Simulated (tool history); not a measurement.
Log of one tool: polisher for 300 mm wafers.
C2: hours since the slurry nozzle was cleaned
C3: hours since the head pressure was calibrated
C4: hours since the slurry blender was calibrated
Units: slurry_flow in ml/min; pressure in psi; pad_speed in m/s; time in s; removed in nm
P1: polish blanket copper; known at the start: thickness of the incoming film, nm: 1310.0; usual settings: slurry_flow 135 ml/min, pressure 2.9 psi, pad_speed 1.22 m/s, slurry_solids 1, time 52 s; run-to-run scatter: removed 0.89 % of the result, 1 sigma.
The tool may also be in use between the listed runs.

run 1 hour=3.2 | slurry_flow=135 pressure=2.9 pad_speed=1.22 slurry_solids=1 time=52 | wafers_polished_on_this_pad=212 C2=143.4 C3=414.2 C4=242.5 | removed=191.96
run 2 hour=5.7 | slurry_flow=135 pressure=1.5 pad_speed=1.22 slurry_solids=1 time=25 | wafers_polished_on_this_pad=238 C2=145.9 C3=416.7 C4=245 | removed=48.639
run 3 hour=10 | slurry_flow=135 pressure=4.5 pad_speed=1.22 slurry_solids=1 time=52 | wafers_polished_on_this_pad=282 C2=150.2 C3=421 C4=249.3 | removed=298.8
run 4 hour=12.4 | slurry_flow=135 pressure=2.9 pad_speed=0.86 slurry_solids=1 time=52 | wafers_polished_on_this_pad=306 C2=152.6 C3=423.4 C4=251.7 | removed=138.47
run 5 hour=16.7 | slurry_flow=135 pressure=2.9 pad_speed=1.9 slurry_solids=1 time=52 | wafers_polished_on_this_pad=350 C2=156.9 C3=427.7 C4=256 | removed=298.41
run 6 hour=19.1 | slurry_flow=135 pressure=2.9 pad_speed=1.22 slurry_solids=1 time=52 | wafers_polished_on_this_pad=374 C2=159.3 C3=430.1 C4=258.4 | removed=191.75
-- hour=20.4 head pressure recalibrated
run 7 hour=21.8 | slurry_flow=135 pressure=2.9 pad_speed=1.22 slurry_solids=1 time=75 | wafers_polished_on_this_pad=402 C2=162 C3=1.4 C4=261.1 | removed=273.89
run 8 hour=26.1 | slurry_flow=80 pressure=2.9 pad_speed=1.22 slurry_solids=1 time=52 | wafers_polished_on_this_pad=445 C2=166.3 C3=5.7 C4=265.4 | removed=169.08
run 9 hour=30.1 | slurry_flow=135 pressure=2.9 pad_speed=1.22 slurry_solids=1 time=52 | wafers_polished_on_this_pad=486 C2=170.3 C3=9.7 C4=269.4 | removed=194.11
run 10 hour=34 | slurry_flow=135 pressure=2.9 pad_speed=1.22 slurry_solids=1 time=34 | wafers_polished_on_this_pad=526 C2=174.2 C3=13.6 C4=273.3 | removed=125.8
run 11 hour=36.3 | slurry_flow=135 pressure=1.8 pad_speed=1.22 slurry_solids=1 time=52 | wafers_polished_on_this_pad=549 C2=176.5 C3=15.9 C4=275.6 | removed=119.31
run 12 hour=39.1 | slurry_flow=135 pressure=4.2 pad_speed=1.22 slurry_solids=1.25 time=52 | wafers_polished_on_this_pad=578 C2=179.3 C3=18.7 C4=278.4 | removed=292.67
run 13 hour=44.1 | slurry_flow=135 pressure=2.9 pad_speed=1.22 slurry_solids=1 time=52 | wafers_polished_on_this_pad=628 C2=184.3 C3=23.7 C4=283.4 | removed=191.49
run 14 hour=46.7 | slurry_flow=135 pressure=2.9 pad_speed=1.22 slurry_solids=1 time=52 | wafers_polished_on_this_pad=655 C2=186.9 C3=26.3 C4=286 | removed=192.12
run 15 hour=50.9 | slurry_flow=135 pressure=2.9 pad_speed=1.22 slurry_solids=0.65 time=52 | wafers_polished_on_this_pad=698 C2=191.1 C3=30.5 C4=290.2 | removed=176.79
run 16 hour=54.4 | slurry_flow=210 pressure=2.9 pad_speed=1.22 slurry_solids=1 time=52 | wafers_polished_on_this_pad=733 C2=194.6 C3=34 C4=293.7 | removed=205.53
run 17 hour=57 | slurry_flow=135 pressure=2.9 pad_speed=1.22 slurry_solids=1.4 time=52 | wafers_polished_on_this_pad=760 C2=197.2 C3=36.6 C4=296.3 | removed=204.51
run 18 hour=61.3 | slurry_flow=135 pressure=2.9 pad_speed=1.22 slurry_solids=1 time=52 | wafers_polished_on_this_pad=803 C2=201.5 C3=40.9 C4=300.6 | removed=190.51
run 19 hour=63.8 | slurry_flow=135 pressure=2.9 pad_speed=1.22 slurry_solids=1 time=52 | wafers_polished_on_this_pad=829 C2=204 C3=43.4 C4=303.1 | removed=187.49
run 20 hour=66.8 | slurry_flow=135 pressure=2.9 pad_speed=1.22 slurry_solids=1 time=52 | wafers_polished_on_this_pad=859 C2=207 C3=46.4 C4=306.1 | removed=183.42
run 21 hour=71.9 | slurry_flow=135 pressure=2.9 pad_speed=1.22 slurry_solids=1 time=52 | wafers_polished_on_this_pad=911 C2=212.1 C3=51.5 C4=311.2 | removed=180.25
run 22 hour=76 | slurry_flow=135 pressure=2.9 pad_speed=1.22 slurry_solids=1 time=52 | wafers_polished_on_this_pad=953 C2=216.2 C3=55.6 C4=315.3 | removed=177.8
-- hour=76.8 slurry blender recalibrated
run 23 hour=78.5 | slurry_flow=135 pressure=2.9 pad_speed=1.22 slurry_solids=1 time=52 | wafers_polished_on_this_pad=978 C2=218.7 C3=58.1 C4=1.7 | removed=178.91
-- hour=81.4 worn pad replaced by a new one
run 24 hour=83.3 | slurry_flow=135 pressure=2.9 pad_speed=1.22 slurry_solids=1 time=52 | wafers_polished_on_this_pad=19 C2=223.5 C3=62.9 C4=6.5 | removed=175.6
run 25 hour=87.3 | slurry_flow=135 pressure=2.9 pad_speed=1.22 slurry_solids=1 time=52 | wafers_polished_on_this_pad=60 C2=227.5 C3=66.9 C4=10.5 | removed=174.81
run 26 hour=92.3 | slurry_flow=135 pressure=2.9 pad_speed=1.22 slurry_solids=1 time=52 | wafers_polished_on_this_pad=111 C2=232.5 C3=71.9 C4=15.5 | removed=173.58
run 27 hour=95.2 | slurry_flow=135 pressure=2.9 pad_speed=1.22 slurry_solids=1 time=52 | wafers_polished_on_this_pad=140 C2=235.4 C3=74.8 C4=18.4 | removed=174.17
run 28 hour=99.1 | slurry_flow=135 pressure=2.9 pad_speed=1.22 slurry_solids=1 time=52 | wafers_polished_on_this_pad=180 C2=239.3 C3=78.7 C4=22.3 | removed=173.88

What P1 gives has crept away from where it was. These 2 causes fit the log equally well, each at the size given:
A: slurry flow missing at the pad, % = 35
B: head's pressure below its setpoint, % = 9.52
The creep began at about hour 61.3.
Why every other cause is out:
removal rate lost through wear of the pad, %: serviced at hour 81.4, which brought nothing back
abrasive missing from the slurry, %: serviced at hour 76.8, which brought nothing back

4 check runs are offered, each on 5 wafers whose results are averaged, their results left as question marks. Which one tells the causes apart?
run check 1 hour=103 | slurry_flow=135 pressure=2.9 pad_speed=1.9 slurry_solids=1 time=52 | removed=?
run check 2 hour=103 | slurry_flow=135 pressure=4.1 pad_speed=1.72 slurry_solids=1 time=52 | removed=?
run check 3 hour=103 | slurry_flow=135 pressure=1.8 pad_speed=1.22 slurry_solids=1.3 time=52 | removed=?
run check 4 hour=103 | slurry_flow=205 pressure=2.9 pad_speed=1.22 slurry_solids=1.35 time=52 | removed=?

What each check would give under each cause:
check=check_1 result=removed if_A=271.31 if_B=271.31
check=check_2 result=removed if_A=347.24 if_B=347.24
check=check_3 result=removed if_A=114.48 if_B=114.48
check=check_4 result=removed if_A=205.05 if_B=198.67
How far apart the two closest causes lie, in the result that separates them most: check 1 0 %; check 2 0 %; check 3 0 %; check 4 3.16 %
Only check 4 tells the causes apart: in the others they would give nearly the same result.

Check 4 was then run and gave: removed 199.56 nm. Which cause is it?

It is B: head's pressure below its setpoint, %.
